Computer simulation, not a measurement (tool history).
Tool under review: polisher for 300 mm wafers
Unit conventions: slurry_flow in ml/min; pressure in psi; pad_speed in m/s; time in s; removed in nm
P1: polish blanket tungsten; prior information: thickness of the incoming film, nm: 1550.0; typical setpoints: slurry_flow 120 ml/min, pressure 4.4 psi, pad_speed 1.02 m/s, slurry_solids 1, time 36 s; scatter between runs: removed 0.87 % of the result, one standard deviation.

run    day  slurry_flow  pressure  pad_speed  slurry_solids  time  wafers polished on this pad  hours since the slurry nozzle was cleaned  hours since the head pressure was calibrated  hours since the slurry blender was calibrated  hours since the slurry got fresh peroxide  removed
  1  0.246          120       4.4       1.02              1    36                          822                                        358                                         342.2                                          319.2                                       98.8   203.38
  2  0.596          185       4.4       1.02              1    36                          917                                      366.4                                         350.6                                          327.6                                      107.2   216.17
  3  0.775          120       6.5       1.02              1    36                          966                                      370.7                                         354.9                                          331.9                                      111.5   297.13
  4  1.171          120       4.4       1.02              1    36                         1073                                      380.2                                         364.4                                          341.4                                        121   202.83
  5  1.508          120       4.4       1.02              1    16                         1165                                      388.3                                         372.5                                          349.5                                      129.1   89.964
  6  1.746          120       4.4       0.68              1    36                         1230                                        394                                         378.2                                          355.2                                      134.8   136.16
  7  2.075          120       4.4       1.02              1    54                         1319                                      401.9                                         386.1                                          363.1                                      142.7   303.27
  8  2.429          120       4.4       1.02           0.55    36                         1415                                      410.4                                         394.6                                          371.6                                      151.2   175.47
  9  2.662          150       4.4       1.02           1.25    36                         1479                                        416                                         400.2                                          377.2                                      156.8   223.67
     2.767  -- head pressure recalibrated
 10  3.046           90       4.4       1.02              1    36                         1583                                      425.2                                           6.8                                          386.4                                        166   188.95
 11  3.396          120         3       1.02            1.2    36                         1678                                      433.6                                          15.2                                          394.8                                      174.4   146.12
 12  3.579          120         2       1.02              1    36                         1728                                        438                                          19.6                                          399.2                                      178.8   92.531

Predict the results of run 13:
 13  3.812          120       4.4       1.36              1    36                         1791                                      443.6                                          25.2                                          404.8                                      184.4        ?

Run 13 gave removed 268.02 nm.

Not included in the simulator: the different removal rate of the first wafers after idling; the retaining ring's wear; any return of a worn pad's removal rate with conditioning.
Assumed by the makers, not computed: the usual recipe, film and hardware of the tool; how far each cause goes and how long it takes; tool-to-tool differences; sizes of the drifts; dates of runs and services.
